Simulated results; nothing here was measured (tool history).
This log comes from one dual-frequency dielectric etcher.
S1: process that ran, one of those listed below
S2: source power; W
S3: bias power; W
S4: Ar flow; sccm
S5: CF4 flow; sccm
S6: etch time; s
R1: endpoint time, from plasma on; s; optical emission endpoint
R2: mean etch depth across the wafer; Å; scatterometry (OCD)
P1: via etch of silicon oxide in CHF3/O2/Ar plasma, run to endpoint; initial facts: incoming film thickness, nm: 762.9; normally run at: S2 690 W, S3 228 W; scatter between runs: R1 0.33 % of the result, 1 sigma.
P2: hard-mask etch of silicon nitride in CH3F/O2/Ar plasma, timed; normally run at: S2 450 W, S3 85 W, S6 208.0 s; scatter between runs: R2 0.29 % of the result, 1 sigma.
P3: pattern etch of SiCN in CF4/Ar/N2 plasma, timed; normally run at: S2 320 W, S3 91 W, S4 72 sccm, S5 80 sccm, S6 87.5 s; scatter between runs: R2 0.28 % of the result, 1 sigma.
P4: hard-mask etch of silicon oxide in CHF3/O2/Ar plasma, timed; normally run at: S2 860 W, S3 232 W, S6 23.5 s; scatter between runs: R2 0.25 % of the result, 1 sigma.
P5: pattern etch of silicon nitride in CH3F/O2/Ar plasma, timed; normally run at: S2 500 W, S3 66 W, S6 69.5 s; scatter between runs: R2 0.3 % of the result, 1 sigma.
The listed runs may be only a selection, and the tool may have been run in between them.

Run 1, hour 5.4: S1 P1, S2 690 W, S3 228 W. Result: R1 323.83 s.
Run 2, hour 8.8: S1 P1, S2 690 W, S3 165 W. Result: R1 358.44 s.
Run 3, hour 13.2: S1 P1, S2 520 W, S3 228 W. Result: R1 359.53 s.
Run 4, hour 17.3: S1 P3, S2 320 W, S3 118 W, S4 72 sccm, S5 80 sccm, S6 87.5 s. Result: R2 675.24 Å.
Run 5, hour 21.9: S1 P4, S2 860 W, S3 232 W, S6 23.5 s. Result: R2 583.07 Å.
Run 6, hour 25.1: S1 P1, S2 450 W, S3 165 W. Result: R1 426.00 s.
At hour 27.4: source power generator calibrated.
Run 7, hour 29.1: S1 P4, S2 560 W, S3 232 W, S6 23.5 s. Result: R2 494.64 Å.
Run 8, hour 31.6: S1 P1, S2 550 W, S3 167 W. Result: R1 390.44 s.
Run 9, hour 34.5: S1 P1, S2 690 W, S3 228 W. Result: R1 322.32 s.
Run 10, hour 37.8: S1 P2, S2 450 W, S3 85 W, S6 267.0 s. Result: R2 2052.10 Å.
Run 11, hour 40.3: S1 P3, S2 210 W, S3 91 W, S4 72 sccm, S5 80 sccm, S6 87.5 s. Result: R2 424.69 Å.
Run 12, hour 43.7: S1 P2, S2 340 W, S3 85 W, S6 208.0 s. Result: R2 1439.00 Å.
Run 13, hour 48.6: S1 P3, S2 320 W, S3 91 W, S4 59 sccm, S5 80 sccm, S6 87.5 s. Result: R2 631.81 Å.
Run 14, hour 52.8: S1 P1, S2 690 W, S3 228 W. Result: R1 321.40 s.
Run 15, hour 56.1: S1 P3, S2 320 W, S3 91 W, S4 72 sccm, S5 80 sccm, S6 87.5 s. Result: R2 614.60 Å.
Run 16, hour 59.2: S1 P4, S2 860 W, S3 232 W, S6 30.0 s. Result: R2 744.08 Å.
Run 17, hour 63.6: S1 P3, S2 320 W, S3 91 W, S4 72 sccm, S5 80 sccm, S6 118.0 s. Result: R2 828.63 Å.
Run 18, hour 68.2: S1 P3, S2 320 W, S3 91 W, S4 72 sccm, S5 101 sccm, S6 87.5 s. Result: R2 628.29 Å.
Run 19, hour 73.3: S1 P3, S2 320 W, S3 91 W, S4 72 sccm, S5 80 sccm, S6 87.5 s. Result: R2 616.82 Å.
Run 20, hour 76.7: S1 P1, S2 490 W, S3 269 W. Result: R1 346.38 s.
Run 21, hour 79.3: S1 P1, S2 690 W, S3 228 W. Result: R1 322.24 s.
Run 22, hour 83.0: S1 P2, S2 450 W, S3 85 W, S6 208.0 s. Result: R2 1594.90 Å.
Run 23, hour 88.0: S1 P2, S2 450 W, S3 85 W, S6 208.0 s. Result: R2 1594.60 Å.
Run 24, hour 91.0: S1 P1, S2 690 W, S3 228 W. Result: R1 323.33 s.
Run 25, hour 96.3: S1 P2, S2 450 W, S3 56 W, S6 208.0 s. Result: R2 1388.60 Å.
Run 26, hour 101.1: S1 P5, S2 500 W, S3 66 W, S6 69.5 s. Result: R2 515.92 Å.
Run 27, hour 103.9: S1 P1, S2 950 W, S3 228 W. Result: R1 285.48 s.
Run 28, hour 108.0: S1 P1, S2 690 W, S3 317 W. Result: R1 286.65 s.
Run 29, hour 112.5: S1 P5, S2 500 W, S3 91 W, S6 69.5 s. Result: R2 570.11 Å.
Run 30, hour 118.0: S1 P5, S2 360 W, S3 66 W, S6 69.5 s. Result: R2 453.97 Å.
Run 31, hour 123.4: S1 P1, S2 690 W, S3 228 W. Result: R1 323.42 s.
Run 32, hour 127.8: S1 P5, S2 500 W, S3 66 W, S6 100.5 s. Result: R2 743.05 Å.
Run 33, hour 130.4: S1 P4, S2 860 W, S3 146 W, S6 23.5 s. Result: R2 501.16 Å.
Run 34, hour 133.8: S1 P4, S2 860 W, S3 232 W, S6 23.5 s. Result: R2 581.73 Å.
Run 35, hour 138.8: S1 P1, S2 690 W, S3 228 W. Result: R1 323.14 s.
Run 36, hour 142.6: S1 P1, S2 690 W, S3 228 W. Result: R1 318.63 s.

Forecast run 37:
Run 37, hour 148.0: S1 P1, S2 690 W, S3 228 W. Result: R1 ?.

{"run 37": {"R1": 318.5}}
